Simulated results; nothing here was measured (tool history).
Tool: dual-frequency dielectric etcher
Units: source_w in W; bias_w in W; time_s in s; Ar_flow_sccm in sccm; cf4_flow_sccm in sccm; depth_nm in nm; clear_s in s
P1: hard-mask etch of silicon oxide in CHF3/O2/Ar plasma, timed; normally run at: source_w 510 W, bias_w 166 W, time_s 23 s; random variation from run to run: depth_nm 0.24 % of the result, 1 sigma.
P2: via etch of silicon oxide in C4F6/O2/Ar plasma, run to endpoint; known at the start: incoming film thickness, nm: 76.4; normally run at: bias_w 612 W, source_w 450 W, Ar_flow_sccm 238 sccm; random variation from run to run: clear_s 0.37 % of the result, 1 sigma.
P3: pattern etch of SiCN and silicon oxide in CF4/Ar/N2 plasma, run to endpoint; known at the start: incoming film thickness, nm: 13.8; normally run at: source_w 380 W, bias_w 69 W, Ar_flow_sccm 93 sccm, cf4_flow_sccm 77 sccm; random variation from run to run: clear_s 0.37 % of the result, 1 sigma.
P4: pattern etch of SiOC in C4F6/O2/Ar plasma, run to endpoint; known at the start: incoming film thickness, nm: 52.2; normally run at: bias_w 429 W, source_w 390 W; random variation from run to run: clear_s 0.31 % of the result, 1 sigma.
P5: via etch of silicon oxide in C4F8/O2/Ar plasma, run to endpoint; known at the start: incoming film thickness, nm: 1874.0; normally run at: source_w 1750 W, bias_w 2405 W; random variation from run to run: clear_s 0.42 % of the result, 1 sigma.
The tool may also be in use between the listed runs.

run	hour	process	source_w	bias_w	time_s	Ar_flow_sccm	cf4_flow_sccm	hours since the last wet clean	hours since the last source power generator calibration	hours since the last bias power generator calibration	depth_nm	clear_s
1	6.1	P1	510	166	23			232.4	1229.1	2832.4	42.06	
2	12.8	P2	450	612		339		239.1	1235.8	2839.1		15.755
3	21.1	P2	450	612		238		247.4	1244.1	2847.4		15.147
4	33.5	P1	510	166	23			259.8	1256.5	2859.8	42.385	
5	43	P4	390	261				269.3	1266	2869.3		22.624
6	52.8	P2	450	724		238		279.1	1275.8	2879.1		14.146
7	65.6	P5	1750	2888				291.9	1288.6	2891.9		342.32
8	75.5	P3	380	69		93	77	301.8	1298.5	2901.8		18.003
9	89	P3	380	69		76	77	315.3	1312	2915.3		17.494
10	99.2	P1	310	166	23			325.5	1322.2	2925.5	34.847	
11	112	P1	510	166	23			338.3	1335	2938.3	42.076	
12	118.1	P1	630	166	23			344.4	1341.1	2944.4	45.662	
13	125.2	P1	510	199	14			351.5	1348.2	2951.5	27.31	
14	133.8	P2	560	612		238		360.1	1356.8	2960.1		13.942
15	144.5	P3	380	69		93	77	370.8	1367.5	2970.8		18.067
16	154.3	P1	510	166	28			380.6	1377.3	2980.6	51.207	
# hour 161.6: wet clean of the chamber
17	162	P5	1400	2405				0.5	1385	2988.3		394.73
18	171.7	P1	510	166	23			10.2	1394.7	2998	42.101	
19	181.1	P1	510	109	23			19.6	1404.1	3007.4	36.958	
20	191.6	P1	510	166	14			30.1	1414.6	3017.9	25.658	

The next listed run, before its measurement:
21	201.9	P3	380	41		93	77	40.4	1424.9	3028.2		?

{"run 21": {"clear_s": 21.21}}
